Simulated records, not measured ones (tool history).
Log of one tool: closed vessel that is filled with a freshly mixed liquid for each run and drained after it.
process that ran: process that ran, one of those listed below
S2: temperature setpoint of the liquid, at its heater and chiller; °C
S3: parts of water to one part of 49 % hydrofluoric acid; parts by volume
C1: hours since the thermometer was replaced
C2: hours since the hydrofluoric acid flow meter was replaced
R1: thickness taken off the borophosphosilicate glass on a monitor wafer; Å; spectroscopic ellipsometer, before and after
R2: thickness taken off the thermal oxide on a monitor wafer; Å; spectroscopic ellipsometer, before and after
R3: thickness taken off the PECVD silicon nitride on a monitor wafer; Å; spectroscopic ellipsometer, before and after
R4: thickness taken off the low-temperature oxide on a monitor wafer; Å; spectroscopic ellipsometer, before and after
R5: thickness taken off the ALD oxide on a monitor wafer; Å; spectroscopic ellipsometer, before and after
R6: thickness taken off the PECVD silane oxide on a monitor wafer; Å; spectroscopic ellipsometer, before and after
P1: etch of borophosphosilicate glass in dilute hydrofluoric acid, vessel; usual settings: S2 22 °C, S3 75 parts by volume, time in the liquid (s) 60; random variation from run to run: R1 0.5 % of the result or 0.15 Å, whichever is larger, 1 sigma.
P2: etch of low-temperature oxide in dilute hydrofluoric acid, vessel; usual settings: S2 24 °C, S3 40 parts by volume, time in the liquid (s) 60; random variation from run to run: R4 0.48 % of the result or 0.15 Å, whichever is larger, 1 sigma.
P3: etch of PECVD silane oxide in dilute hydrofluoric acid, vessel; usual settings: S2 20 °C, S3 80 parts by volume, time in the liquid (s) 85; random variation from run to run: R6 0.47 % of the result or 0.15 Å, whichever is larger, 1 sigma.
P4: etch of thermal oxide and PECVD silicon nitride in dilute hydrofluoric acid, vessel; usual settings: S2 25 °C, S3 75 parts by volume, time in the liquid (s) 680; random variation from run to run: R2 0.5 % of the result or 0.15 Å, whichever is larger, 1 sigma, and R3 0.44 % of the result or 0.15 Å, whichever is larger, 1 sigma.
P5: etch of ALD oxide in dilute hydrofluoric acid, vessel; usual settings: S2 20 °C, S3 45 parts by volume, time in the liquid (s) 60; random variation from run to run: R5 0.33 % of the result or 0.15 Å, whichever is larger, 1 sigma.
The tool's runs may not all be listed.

{"run": 1, "day": 0.254, "process that ran": "P1", "S2": 22, "S3": 75, "time in the liquid (s)": 60, "C1": 876.9, "C2": 362.2, "R1": 236.32}
{"run": 2, "day": 0.5, "process that ran": "P1", "S2": 22, "S3": 20, "time in the liquid (s)": 60, "C1": 882.8, "C2": 368.1, "R1": 962.86}
{"run": 3, "day": 0.696, "process that ran": "P4", "S2": 25, "S3": 75, "time in the liquid (s)": 165, "C1": 887.5, "C2": 372.8, "R2": 110.46, "R3": 39.835}
{"run": 4, "day": 0.838, "process that ran": "P2", "S2": 31.5, "S3": 40, "time in the liquid (s)": 60, "C1": 890.9, "C2": 376.2, "R4": 361.14}
{"run": 5, "day": 1.05, "process that ran": "P1", "S2": 22, "S3": 75, "time in the liquid (s)": 60, "C1": 896, "C2": 381.3, "R1": 238.96}
{"run": 6, "day": 1.2, "process that ran": "P1", "S2": 22, "S3": 75, "time in the liquid (s)": 60, "C1": 899.6, "C2": 384.9, "R1": 237.87}
{"run": 7, "day": 1.404, "process that ran": "P2", "S2": 24, "S3": 40, "time in the liquid (s)": 105, "C1": 904.5, "C2": 389.8, "R4": 470.47}
{"run": 8, "day": 1.558, "process that ran": "P4", "S2": 25, "S3": 75, "time in the liquid (s)": 680, "C1": 908.2, "C2": 393.5, "R2": 450.22, "R3": 163.14}
{"run": 9, "day": 1.779, "process that ran": "P1", "S2": 22, "S3": 75, "time in the liquid (s)": 60, "C1": 913.5, "C2": 398.8, "R1": 237.55}
{"run": 10, "day": 1.912, "process that ran": "P5", "S2": 20, "S3": 45, "time in the liquid (s)": 60, "C1": 916.7, "C2": 402, "R5": 395.53}
{"run": 11, "day": 2.192, "process that ran": "P2", "S2": 24, "S3": 40, "time in the liquid (s)": 60, "C1": 923.4, "C2": 408.7, "R4": 267.08}
{"run": 12, "day": 2.458, "process that ran": "P1", "S2": 22, "S3": 120, "time in the liquid (s)": 60, "C1": 929.8, "C2": 415.1, "R1": 141.04}
{"run": 13, "day": 2.717, "process that ran": "P3", "S2": 20, "S3": 80, "time in the liquid (s)": 30, "C1": 936, "C2": 421.3, "R6": 95.741}
{"run": 14, "day": 2.975, "process that ran": "P3", "S2": 26, "S3": 80, "time in the liquid (s)": 85, "C1": 942.2, "C2": 427.5, "R6": 347.31}
{"run": 15, "day": 3.217, "process that ran": "P2", "S2": 24, "S3": 20, "time in the liquid (s)": 60, "C1": 948, "C2": 433.3, "R4": 551.83}
{"run": 16, "day": 3.446, "process that ran": "P1", "S2": 22, "S3": 75, "time in the liquid (s)": 110, "C1": 953.5, "C2": 438.8, "R1": 436.87}
{"run": 17, "day": 3.654, "process that ran": "P1", "S2": 17, "S3": 75, "time in the liquid (s)": 60, "C1": 958.5, "C2": 443.8, "R1": 191}
{"run": 18, "day": 3.788, "process that ran": "P1", "S2": 22, "S3": 75, "time in the liquid (s)": 60, "C1": 961.7, "C2": 447, "R1": 236.59}
{"run": 19, "day": 4.058, "process that ran": "P1", "S2": 17, "S3": 75, "time in the liquid (s)": 110, "C1": 968.2, "C2": 453.5, "R1": 355.46}
{"day": 4.158, "done": "thermometer replaced"}
{"run": 20, "day": 4.267, "process that ran": "P1", "S2": 27.5, "S3": 75, "time in the liquid (s)": 60, "C1": 2.6, "C2": 458.5, "R1": 299.12}
{"run": 21, "day": 4.429, "process that ran": "P3", "S2": 20, "S3": 110, "time in the liquid (s)": 85, "C1": 6.5, "C2": 462.4, "R6": 190.12}
{"run": 22, "day": 4.617, "process that ran": "P1", "S2": 17, "S3": 20, "time in the liquid (s)": 60, "C1": 11, "C2": 466.9, "R1": 763.08}
{"run": 23, "day": 4.879, "process that ran": "P4", "S2": 25, "S3": 135, "time in the liquid (s)": 680, "C1": 17.3, "C2": 473.2, "R2": 233.72, "R3": 91.272}
{"run": 24, "day": 5.162, "process that ran": "P1", "S2": 22, "S3": 75, "time in the liquid (s)": 60, "C1": 24.1, "C2": 480, "R1": 239.43}
{"run": 25, "day": 5.367, "process that ran": "P1", "S2": 18, "S3": 75, "time in the liquid (s)": 30, "C1": 29, "C2": 484.9, "R1": 100.8}
{"run": 26, "day": 5.529, "process that ran": "P1", "S2": 22, "S3": 75, "time in the liquid (s)": 60, "C1": 32.9, "C2": 488.8, "R1": 240.39}
{"run": 27, "day": 5.762, "process that ran": "P2", "S2": 24, "S3": 40, "time in the liquid (s)": 60, "C1": 38.5, "C2": 494.4, "R4": 266.85}
{"run": 28, "day": 5.954, "process that ran": "P5", "S2": 20, "S3": 45, "time in the liquid (s)": 30, "C1": 43.1, "C2": 499, "R5": 197.8}
{"run": 29, "day": 6.112, "process that ran": "P5", "S2": 20, "S3": 25, "time in the liquid (s)": 60, "C1": 46.9, "C2": 502.8, "R5": 727.92}
{"run": 30, "day": 6.325, "process that ran": "P4", "S2": 21.5, "S3": 75, "time in the liquid (s)": 680, "C1": 52, "C2": 507.9, "R2": 395.63, "R3": 129.67}
{"run": 31, "day": 6.488, "process that ran": "P1", "S2": 22, "S3": 75, "time in the liquid (s)": 30, "C1": 55.9, "C2": 511.8, "R1": 118.75}
{"run": 32, "day": 6.771, "process that ran": "P3", "S2": 20, "S3": 80, "time in the liquid (s)": 85, "C1": 62.7, "C2": 518.6, "R6": 271.59}
{"run": 33, "day": 6.925, "process that ran": "P3", "S2": 20, "S3": 80, "time in the liquid (s)": 85, "C1": 66.4, "C2": 522.3, "R6": 271.24}
{"run": 34, "day": 7.067, "process that ran": "P5", "S2": 24, "S3": 45, "time in the liquid (s)": 60, "C1": 69.8, "C2": 525.7, "R5": 468.16}
{"run": 35, "day": 7.246, "process that ran": "P4", "S2": 25, "S3": 75, "time in the liquid (s)": 680, "C1": 74.1, "C2": 530, "R2": 454.83, "R3": 163.63}
{"run": 36, "day": 7.429, "process that ran": "P1", "S2": 22, "S3": 75, "time in the liquid (s)": 60, "C1": 78.5, "C2": 534.4, "R1": 239.81}
{"run": 37, "day": 7.583, "process that ran": "P1", "S2": 22, "S3": 75, "time in the liquid (s)": 60, "C1": 82.2, "C2": 538.1, "R1": 232.13}
{"run": 38, "day": 7.85, "process that ran": "P1", "S2": 22, "S3": 75, "time in the liquid (s)": 60, "C1": 88.6, "C2": 544.5, "R1": 228.55}
{"run": 39, "day": 7.979, "process that ran": "P1", "S2": 22, "S3": 75, "time in the liquid (s)": 60, "C1": 91.7, "C2": 547.6, "R1": 225.6}
{"run": 40, "day": 8.192, "process that ran": "P1", "S2": 22, "S3": 75, "time in the liquid (s)": 60, "C1": 96.8, "C2": 552.7, "R1": 220.89}
{"run": 41, "day": 8.462, "process that ran": "P1", "S2": 22, "S3": 75, "time in the liquid (s)": 60, "C1": 103.3, "C2": 559.2, "R1": 219.02}
{"run": 42, "day": 8.679, "process that ran": "P1", "S2": 22, "S3": 75, "time in the liquid (s)": 60, "C1": 108.5, "C2": 564.4, "R1": 217.4}
{"run": 43, "day": 8.875, "process that ran": "P1", "S2": 22, "S3": 75, "time in the liquid (s)": 60, "C1": 113.2, "C2": 569.1, "R1": 218.43}
{"run": 44, "day": 9.096, "process that ran": "P1", "S2": 22, "S3": 75, "time in the liquid (s)": 60, "C1": 118.5, "C2": 574.4, "R1": 217.58}

Run 45 comes next. What will it give?
{"run": 45, "day": 9.388, "process that ran": "P1", "S2": 22, "S3": 75, "time in the liquid (s)": 60, "C1": 125.5, "C2": 581.4, "R1": "?"}

Run 45 gave R1 216.42 Å.

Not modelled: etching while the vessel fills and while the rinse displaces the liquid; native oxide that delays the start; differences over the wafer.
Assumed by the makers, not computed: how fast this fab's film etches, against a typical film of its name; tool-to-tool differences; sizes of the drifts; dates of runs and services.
